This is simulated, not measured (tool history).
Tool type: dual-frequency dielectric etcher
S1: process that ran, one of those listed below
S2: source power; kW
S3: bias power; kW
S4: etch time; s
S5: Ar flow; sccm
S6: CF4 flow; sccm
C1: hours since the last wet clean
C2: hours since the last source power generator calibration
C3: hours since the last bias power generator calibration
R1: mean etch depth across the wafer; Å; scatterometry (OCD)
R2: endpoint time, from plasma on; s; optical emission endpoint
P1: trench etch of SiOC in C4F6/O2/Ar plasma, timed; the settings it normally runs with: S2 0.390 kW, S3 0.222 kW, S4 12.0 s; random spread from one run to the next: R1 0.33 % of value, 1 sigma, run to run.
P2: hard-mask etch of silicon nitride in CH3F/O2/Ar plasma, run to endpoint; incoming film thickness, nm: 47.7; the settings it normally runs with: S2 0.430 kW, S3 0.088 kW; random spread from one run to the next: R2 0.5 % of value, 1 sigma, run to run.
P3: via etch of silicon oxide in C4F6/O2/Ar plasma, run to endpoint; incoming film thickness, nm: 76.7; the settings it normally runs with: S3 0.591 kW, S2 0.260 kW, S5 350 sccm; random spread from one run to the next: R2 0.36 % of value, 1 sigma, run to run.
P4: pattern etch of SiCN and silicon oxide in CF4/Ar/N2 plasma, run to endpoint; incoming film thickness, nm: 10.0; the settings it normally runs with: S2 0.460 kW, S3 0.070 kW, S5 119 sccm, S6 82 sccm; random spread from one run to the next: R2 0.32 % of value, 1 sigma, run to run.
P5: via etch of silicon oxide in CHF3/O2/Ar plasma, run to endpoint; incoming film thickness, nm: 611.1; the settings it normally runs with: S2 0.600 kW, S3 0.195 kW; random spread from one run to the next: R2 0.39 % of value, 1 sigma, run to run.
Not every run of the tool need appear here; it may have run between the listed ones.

run,hour,S1,S2,S3,S4,S5,S6,C1,C2,C3,R1,R2
1,9.9,P1,0.390,0.222,12.0,,,135.9,766.5,259.5,272.03,
2,19.2,P1,0.390,0.168,12.0,,,145.2,775.8,268.8,247.92,
3,26.1,P3,0.260,0.479,,350,,152.1,782.7,275.7,,20.3290
4,35.7,P1,0.390,0.222,12.0,,,161.7,792.3,285.3,270.50,
5,43.1,P4,0.460,0.054,,119,82,169.1,799.7,292.7,,12.5520
6,51.1,P3,0.260,0.591,,350,,177.1,807.7,300.7,,18.7410
7,61.1,P1,0.240,0.222,12.0,,,187.1,817.7,310.7,225.38,
8,69.2,P3,0.350,0.591,,350,,195.2,825.8,318.8,,16.7930
9,78.8,P2,0.430,0.088,,,,204.8,835.4,328.4,,61.8650
10,88.2,P2,0.430,0.068,,,,214.2,844.8,337.8,,67.3230
11,94.5,P1,0.390,0.315,12.0,,,220.5,851.1,344.1,303.47,
12,105.9,P4,0.460,0.070,,119,57,231.9,862.5,355.5,,12.2290
13,114.9,P4,0.460,0.070,,119,82,240.9,871.5,364.5,,11.4650
14,122.5,P2,0.430,0.088,,,,248.5,879.1,372.1,,61.8810
15,131.7,P1,0.390,0.222,6.5,,,257.7,888.3,381.3,146.25,
16,140.5,P5,0.600,0.195,,,,266.5,897.1,390.1,,296.6800
17,150.6,P5,0.600,0.269,,,,276.6,907.2,400.2,,265.2300
18,161.7,P4,0.640,0.070,,119,82,287.7,918.3,411.3,,8.5774
19,173.8,P2,0.280,0.088,,,,299.8,930.4,423.4,,73.4320
20,185.3,P1,0.390,0.222,16.5,,,311.3,941.9,434.9,372.27,
21,196.9,P1,0.550,0.222,12.0,,,322.9,953.5,446.5,309.66,
22,207.0,P3,0.260,0.591,,271,,333.0,963.6,456.6,,18.2080
23,218.4,P1,0.390,0.265,9.5,,,344.4,975.0,468.0,227.19,
24,227.6,P5,0.600,0.195,,,,353.6,984.2,477.2,,297.1600
25,234.7,P4,0.460,0.070,,164,82,360.7,991.3,484.3,,12.0230
26,241.7,P1,0.390,0.222,12.0,,,367.7,998.3,491.3,270.65,
27,251.6,P1,0.390,0.222,12.0,,,377.6,1008.2,501.2,271.83,
28,259.4,P5,0.400,0.195,,,,385.4,1016.0,509.0,,349.1100
29,271.5,P1,0.390,0.222,12.0,,,397.5,1028.1,521.1,270.79,
30,282.4,P1,0.390,0.222,12.0,,,408.4,1039.0,532.0,269.66,
31,289.8,P1,0.390,0.222,12.0,,,415.8,1046.4,539.4,267.62,
32,296.9,P1,0.390,0.222,12.0,,,422.9,1053.5,546.5,267.73,
33,302.9,P1,0.390,0.222,12.0,,,428.9,1059.5,552.5,265.79,
34,309.6,P1,0.390,0.222,12.0,,,435.6,1066.2,559.2,265.97,
35,320.2,P1,0.390,0.222,12.0,,,446.2,1076.8,569.8,266.24,
# hour 321.1: wet clean of the chamber
36,328.1,P1,0.390,0.222,12.0,,,7.1,1084.7,577.7,265.81,
37,335.1,P1,0.390,0.222,12.0,,,14.1,1091.7,584.7,266.99,
38,345.5,P1,0.390,0.222,12.0,,,24.5,1102.1,595.1,265.72,

Something has made what P1 gives creep away from where it was; the 2 causes below, each at its own stated size, fit the log equally well:
A: source power that arrives under what is set, % = 4.17
B: bias power that arrives under what is set, % = 4.84
The gradual shift began around hour 282.4.
Other possible causes, and why each is ruled out:
chamber walls in a state that lowers the etch rate, %: serviced after onset, at hour 321.1, with no recovery of the prior output

Which of the 4 check runs listed below, each an average over 2 wafers with its results shown as question marks, gives clearly different results under the different listed causes?
check 1,355.9,P3,0.330,0.591,,350,,,,,,?
check 2,355.9,P4,0.540,0.070,,140,82,,,,,?
check 3,355.9,P5,0.600,0.250,,,,,,,,?
check 4,355.9,P2,0.310,0.088,,,,,,,,?

Predicted outcomes, by check and by cause:
check,result,if A,if B
check 1,R2,17.4090,17.4710
check 2,R2,10.6600,10.4420
check 3,R2,278.2700,278.7400
check 4,R2,71.0220,71.1720
How far apart the two closest causes lie, in the result that separates them most: check 1 0.35 %; check 2 2.08 %; check 3 0.17 %; check 4 0.21 %
Only in check 2 would the causes give clearly different results; in the remaining checks their results would be nearly the same.

Check 2 was carried out, with these results: R2 10.6490 s. Which of the listed causes is responsible?

The correct cause is A, namely: source power that arrives under what is set, %.
